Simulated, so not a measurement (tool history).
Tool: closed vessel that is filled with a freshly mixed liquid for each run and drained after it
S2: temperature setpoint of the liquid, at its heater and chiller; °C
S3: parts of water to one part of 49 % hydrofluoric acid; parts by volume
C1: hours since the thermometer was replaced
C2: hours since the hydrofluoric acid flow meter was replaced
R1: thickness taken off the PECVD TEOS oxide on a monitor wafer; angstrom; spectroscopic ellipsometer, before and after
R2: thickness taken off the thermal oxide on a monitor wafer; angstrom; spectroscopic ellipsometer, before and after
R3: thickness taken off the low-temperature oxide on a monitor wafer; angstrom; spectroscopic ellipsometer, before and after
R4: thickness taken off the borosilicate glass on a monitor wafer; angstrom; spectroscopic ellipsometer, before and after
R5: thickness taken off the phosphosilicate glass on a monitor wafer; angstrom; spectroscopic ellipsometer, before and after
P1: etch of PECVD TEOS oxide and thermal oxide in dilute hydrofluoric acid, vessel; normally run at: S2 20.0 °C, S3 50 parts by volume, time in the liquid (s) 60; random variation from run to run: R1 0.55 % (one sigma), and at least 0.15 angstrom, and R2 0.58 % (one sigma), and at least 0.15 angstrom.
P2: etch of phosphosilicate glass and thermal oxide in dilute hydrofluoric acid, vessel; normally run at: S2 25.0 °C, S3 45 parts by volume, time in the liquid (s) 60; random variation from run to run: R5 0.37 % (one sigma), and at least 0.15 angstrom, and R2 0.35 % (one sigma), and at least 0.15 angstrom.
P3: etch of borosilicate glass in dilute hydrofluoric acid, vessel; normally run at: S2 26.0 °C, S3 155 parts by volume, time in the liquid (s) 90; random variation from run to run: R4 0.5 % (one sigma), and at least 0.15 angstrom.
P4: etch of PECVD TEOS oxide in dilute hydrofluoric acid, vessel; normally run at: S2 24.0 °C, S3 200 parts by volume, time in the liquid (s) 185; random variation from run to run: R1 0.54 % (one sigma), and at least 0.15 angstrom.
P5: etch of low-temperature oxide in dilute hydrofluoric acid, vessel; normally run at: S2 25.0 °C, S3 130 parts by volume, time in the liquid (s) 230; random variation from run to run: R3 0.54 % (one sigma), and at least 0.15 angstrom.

run 1 day=0.488 | process_that_ran=P1 S2=20.0 S3=50 time_in_the_liquid_(s)=60 | C1=543.1 C2=421.0 | R1=173.530 R2=52.978
run 2 day=1.075 | process_that_ran=P5 S2=25.0 S3=130 time_in_the_liquid_(s)=125 | C1=557.2 C2=435.1 | R3=318.09
run 3 day=1.458 | process_that_ran=P1 S2=27.5 S3=50 time_in_the_liquid_(s)=60 | C1=566.4 C2=444.3 | R1=238.000 R2=71.854
run 4 day=1.846 | process_that_ran=P3 S2=26.0 S3=155 time_in_the_liquid_(s)=90 | C1=575.7 C2=453.6 | R4=158.43
run 5 day=2.254 | process_that_ran=P2 S2=25.0 S3=70 time_in_the_liquid_(s)=60 | C1=585.5 C2=463.4 | R2=43.805 R5=1317.2
run 6 day=2.546 | process_that_ran=P1 S2=17.0 S3=50 time_in_the_liquid_(s)=35 | C1=592.5 C2=470.4 | R1=88.632 R2=27.063
-- day=2.950 thermometer replaced
run 7 day=3.175 | process_that_ran=P2 S2=25.0 S3=45 time_in_the_liquid_(s)=60 | C1=5.5 C2=485.5 | R2=70.625 R5=2117.3
run 8 day=3.700 | process_that_ran=P4 S2=17.0 S3=200 time_in_the_liquid_(s)=185 | C1=18.1 C2=498.1 | R1=125.130
run 9 day=4.054 | process_that_ran=P2 S2=25.0 S3=45 time_in_the_liquid_(s)=60 | C1=26.6 C2=506.6 | R2=69.796 R5=2109.8
run 10 day=4.396 | process_that_ran=P5 S2=29.5 S3=130 time_in_the_liquid_(s)=230 | C1=34.8 C2=514.8 | R3=702.37
run 11 day=4.746 | process_that_ran=P3 S2=26.0 S3=155 time_in_the_liquid_(s)=175 | C1=43.2 C2=523.2 | R4=312.54
run 12 day=5.354 | process_that_ran=P1 S2=20.0 S3=85 time_in_the_liquid_(s)=60 | C1=57.8 C2=537.8 | R1=97.205 R2=29.947
run 13 day=5.821 | process_that_ran=P1 S2=17.0 S3=50 time_in_the_liquid_(s)=30 | C1=69.0 C2=549.0 | R1=75.734 R2=23.498
run 14 day=6.346 | process_that_ran=P2 S2=25.0 S3=45 time_in_the_liquid_(s)=100 | C1=81.6 C2=561.6 | R2=116.500 R5=3493.2
run 15 day=6.750 | process_that_ran=P1 S2=20.0 S3=50 time_in_the_liquid_(s)=60 | C1=91.3 C2=571.3 | R1=171.700 R2=52.710
run 16 day=7.129 | process_that_ran=P5 S2=25.0 S3=130 time_in_the_liquid_(s)=230 | C1=100.4 C2=580.4 | R3=580.90
run 17 day=7.712 | process_that_ran=P1 S2=17.0 S3=50 time_in_the_liquid_(s)=60 | C1=114.4 C2=594.4 | R1=151.440 R2=46.618
run 18 day=8.108 | process_that_ran=P3 S2=26.0 S3=155 time_in_the_liquid_(s)=90 | C1=123.9 C2=603.9 | R4=161.37
run 19 day=8.588 | process_that_ran=P3 S2=26.0 S3=225 time_in_the_liquid_(s)=90 | C1=135.4 C2=615.4 | R4=101.80
run 20 day=9.221 | process_that_ran=P5 S2=25.0 S3=130 time_in_the_liquid_(s)=230 | C1=150.6 C2=630.6 | R3=585.17
run 21 day=9.829 | process_that_ran=P1 S2=20.0 S3=50 time_in_the_liquid_(s)=90 | C1=165.2 C2=645.2 | R1=261.600 R2=79.150
run 22 day=10.250 | process_that_ran=P4 S2=24.0 S3=200 time_in_the_liquid_(s)=30 | C1=175.3 C2=655.3 | R1=26.681
run 23 day=10.838 | process_that_ran=P1 S2=20.0 S3=50 time_in_the_liquid_(s)=60 | C1=189.4 C2=669.4 | R1=172.770 R2=52.656
run 24 day=11.371 | process_that_ran=P4 S2=24.0 S3=40 time_in_the_liquid_(s)=185 | C1=202.2 C2=682.2 | R1=992.570
run 25 day=11.750 | process_that_ran=P1 S2=20.0 S3=20 time_in_the_liquid_(s)=60 | C1=211.3 C2=691.3 | R1=452.080 R2=136.710
run 26 day=12.100 | process_that_ran=P3 S2=19.5 S3=155 time_in_the_liquid_(s)=90 | C1=219.7 C2=699.7 | R4=125.56
run 27 day=12.596 | process_that_ran=P1 S2=20.0 S3=50 time_in_the_liquid_(s)=30 | C1=231.6 C2=711.6 | R1=85.987 R2=26.319
run 28 day=13.083 | process_that_ran=P1 S2=17.0 S3=20 time_in_the_liquid_(s)=60 | C1=243.3 C2=723.3 | R1=394.010 R2=119.360
run 29 day=13.675 | process_that_ran=P1 S2=20.0 S3=50 time_in_the_liquid_(s)=60 | C1=257.5 C2=737.5 | R1=174.110 R2=52.380
run 30 day=14.304 | process_that_ran=P1 S2=20.0 S3=50 time_in_the_liquid_(s)=60 | C1=272.6 C2=752.6 | R1=173.670 R2=52.285
run 31 day=14.788 | process_that_ran=P1 S2=20.0 S3=50 time_in_the_liquid_(s)=60 | C1=284.2 C2=764.2 | R1=174.230 R2=53.054
run 32 day=15.333 | process_that_ran=P2 S2=17.0 S3=45 time_in_the_liquid_(s)=60 | C1=297.3 C2=777.3 | R2=49.920 R5=1509.7
run 33 day=15.646 | process_that_ran=P1 S2=20.0 S3=50 time_in_the_liquid_(s)=60 | C1=304.8 C2=784.8 | R1=172.030 R2=53.215
run 34 day=16.192 | process_that_ran=P5 S2=25.0 S3=45 time_in_the_liquid_(s)=230 | C1=317.9 C2=797.9 | R3=1881.20
run 35 day=16.804 | process_that_ran=P4 S2=24.0 S3=200 time_in_the_liquid_(s)=185 | C1=332.6 C2=812.6 | R1=164.990
run 36 day=17.317 | process_that_ran=P1 S2=20.0 S3=50 time_in_the_liquid_(s)=60 | C1=344.9 C2=824.9 | R1=172.810 R2=53.504
run 37 day=17.662 | process_that_ran=P1 S2=20.0 S3=50 time_in_the_liquid_(s)=60 | C1=353.2 C2=833.2 | R1=178.120 R2=54.495
run 38 day=17.996 | process_that_ran=P1 S2=20.0 S3=50 time_in_the_liquid_(s)=60 | C1=361.2 C2=841.2 | R1=182.690 R2=56.052
run 39 day=18.575 | process_that_ran=P1 S2=20.0 S3=50 time_in_the_liquid_(s)=60 | C1=375.1 C2=855.1 | R1=188.120 R2=57.235
run 40 day=18.888 | process_that_ran=P1 S2=20.0 S3=50 time_in_the_liquid_(s)=60 | C1=382.6 C2=862.6 | R1=187.760 R2=56.915
run 41 day=19.350 | process_that_ran=P1 S2=20.0 S3=50 time_in_the_liquid_(s)=60 | C1=393.7 C2=873.7 | R1=189.360 R2=58.667
run 42 day=19.950 | process_that_ran=P1 S2=20.0 S3=50 time_in_the_liquid_(s)=60 | C1=408.1 C2=888.1 | R1=192.080 R2=58.591
run 43 day=20.504 | process_that_ran=P1 S2=20.0 S3=50 time_in_the_liquid_(s)=60 | C1=421.4 C2=901.4 | R1=191.220 R2=58.039
run 44 day=21.054 | process_that_ran=P1 S2=20.0 S3=50 time_in_the_liquid_(s)=60 | C1=434.6 C2=914.6 | R1=192.510 R2=58.812

What P1 gives has crept away from where it was. These 2 causes fit the log equally well, each at the size given:
A: hydrofluoric acid flow above the setpoint (%) = 10.2
B: liquid hotter than its thermometer reads (K) = 2.44
The creep began at about day 17.317.

4 check runs are offered, each on 2 wafers whose results are averaged, their results left as question marks. Which one tells the causes apart?
run check 1 day=21.604 | process_that_ran=P2 S2=17.5 S3=60 time_in_the_liquid_(s)=60 | R2=? R5=?
run check 2 day=21.604 | process_that_ran=P4 S2=24.0 S3=50 time_in_the_liquid_(s)=185 | R1=?
run check 3 day=21.604 | process_that_ran=P3 S2=26.0 S3=200 time_in_the_liquid_(s)=150 | R4=?
run check 4 day=21.604 | process_that_ran=P5 S2=25.0 S3=45 time_in_the_liquid_(s)=230 | R3=?

What each check would give under each cause:
check=check_1 result=R2 if_A=41.922 if_B=41.952
check=check_1 result=R5 if_A=1255.8 if_B=1256.7
check=check_2 result=R1 if_A=873.530 if_B=870.150
check=check_3 result=R4 if_A=220.69 if_B=213.92
check=check_4 result=R3 if_A=2091.70 if_B=2083.70
How far apart the two closest causes lie, in the result that separates them most: check 1 0.07 %; check 2 0.39 %; check 3 3.12 %; check 4 0.39 %
Only check 3 tells the causes apart: in the others they would give nearly the same result.

Then check 3 was run and gave: R4 221.40 angstrom. Which cause is it?

It is A: hydrofluoric acid flow above the setpoint (%).
